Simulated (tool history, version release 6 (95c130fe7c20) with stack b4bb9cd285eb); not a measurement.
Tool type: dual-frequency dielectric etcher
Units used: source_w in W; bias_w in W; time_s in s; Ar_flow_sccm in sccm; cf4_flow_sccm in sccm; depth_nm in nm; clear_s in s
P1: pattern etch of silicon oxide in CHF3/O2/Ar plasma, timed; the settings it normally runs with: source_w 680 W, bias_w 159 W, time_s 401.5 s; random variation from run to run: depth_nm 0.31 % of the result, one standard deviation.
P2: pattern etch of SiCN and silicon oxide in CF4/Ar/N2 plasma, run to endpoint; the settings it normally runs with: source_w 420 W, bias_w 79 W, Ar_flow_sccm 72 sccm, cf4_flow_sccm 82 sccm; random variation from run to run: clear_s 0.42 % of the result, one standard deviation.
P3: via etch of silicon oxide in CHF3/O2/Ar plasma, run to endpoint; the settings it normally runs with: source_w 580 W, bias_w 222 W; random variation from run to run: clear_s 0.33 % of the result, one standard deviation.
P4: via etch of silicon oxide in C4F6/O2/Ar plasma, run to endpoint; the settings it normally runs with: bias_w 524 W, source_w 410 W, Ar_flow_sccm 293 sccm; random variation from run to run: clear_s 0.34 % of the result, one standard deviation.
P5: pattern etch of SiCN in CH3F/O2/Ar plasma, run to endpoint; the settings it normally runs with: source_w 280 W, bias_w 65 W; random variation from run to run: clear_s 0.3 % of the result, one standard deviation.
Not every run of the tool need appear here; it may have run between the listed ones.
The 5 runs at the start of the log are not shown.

| run | hour | process | source_w | bias_w | time_s | Ar_flow_sccm | cf4_flow_sccm | hours since the last wet clean | hours since the last source power generator calibration | hours since the last bias power generator calibration | depth_nm | clear_s |
|---|---|---|---|---|---|---|---|---|---|---|---|---|
| 6 | 26.2 | P1 | 680 | 159 | 401.5 |  |  | 230.6 | 677.3 | 685.8 | 788.02 |  |
| 7 | 32.9 | P1 | 460 | 159 | 401.5 |  |  | 237.3 | 684.0 | 692.5 | 678.39 |  |
| 8 | 36.0 | P2 | 420 | 95 |  | 72 | 82 | 240.4 | 687.1 | 695.6 |  | 17.280 |
| 9 | 42.2 | P1 | 680 | 159 | 553.0 |  |  | 246.6 | 693.3 | 701.8 | 1087.80 |  |
| 10 | 48.4 | P4 | 410 | 707 |  | 293 |  | 252.8 | 699.5 | 708.0 |  | 25.361 |
| 11 | 52.8 | P1 | 910 | 159 | 401.5 |  |  | 257.2 | 703.9 | 712.4 | 880.72 |  |
| 12 | 58.3 | P5 | 280 | 65 |  |  |  | 262.7 | 709.4 | 717.9 |  | 23.086 |
|  | 60.7 | bias power generator calibrated |
| 13 | 62.6 | P1 | 680 | 208 | 401.5 |  |  | 267.0 | 713.7 | 1.9 | 863.77 |  |
| 14 | 67.5 | P2 | 420 | 79 |  | 72 | 66 | 271.9 | 718.6 | 6.8 |  | 19.037 |
| 15 | 74.1 | P4 | 560 | 524 |  | 293 |  | 278.5 | 725.2 | 13.4 |  | 25.360 |
| 16 | 78.1 | P1 | 680 | 159 | 401.5 |  |  | 282.5 | 729.2 | 17.4 | 788.26 |  |
| 17 | 82.3 | P3 | 700 | 222 |  |  |  | 286.7 | 733.4 | 21.6 |  | 205.760 |
| 18 | 89.2 | P5 | 190 | 65 |  |  |  | 293.6 | 740.3 | 28.5 |  | 26.650 |
| 19 | 93.9 | P4 | 410 | 524 |  | 293 |  | 298.3 | 745.0 | 33.2 |  | 28.288 |
| 20 | 97.7 | P5 | 280 | 53 |  |  |  | 302.1 | 748.8 | 37.0 |  | 24.629 |
| 21 | 104.5 | P4 | 410 | 524 |  | 293 |  | 308.9 | 755.6 | 43.8 |  | 28.349 |
| 22 | 111.2 | P3 | 580 | 222 |  |  |  | 315.6 | 762.3 | 50.5 |  | 220.060 |
| 23 | 116.2 | P1 | 930 | 103 | 401.5 |  |  | 320.6 | 767.3 | 55.5 | 781.27 |  |
| 24 | 121.2 | P3 | 580 | 136 |  |  |  | 325.6 | 772.3 | 60.5 |  | 258.220 |
| 25 | 125.2 | P1 | 680 | 159 | 401.5 |  |  | 329.6 | 776.3 | 64.5 | 790.46 |  |
| 26 | 131.3 | P1 | 680 | 98 | 301.0 |  |  | 335.7 | 782.4 | 70.6 | 509.51 |  |
|  | 133.1 | wet clean of the chamber |
| 27 | 135.3 | P4 | 410 | 524 |  | 374 |  | 2.2 | 786.4 | 74.6 |  | 29.282 |
| 28 | 140.6 | P2 | 420 | 79 |  | 97 | 82 | 7.5 | 791.7 | 79.9 |  | 19.124 |
| 29 | 146.4 | P1 | 680 | 115 | 401.5 |  |  | 13.3 | 797.5 | 85.7 | 710.76 |  |

Predict the results of run 30:
| 30 | 153.4 | P2 | 420 | 79 |  | 72 | 82 | 20.3 | 804.5 | 92.7 |  | ? |

Logged for run 30: clear_s 18.522 s.
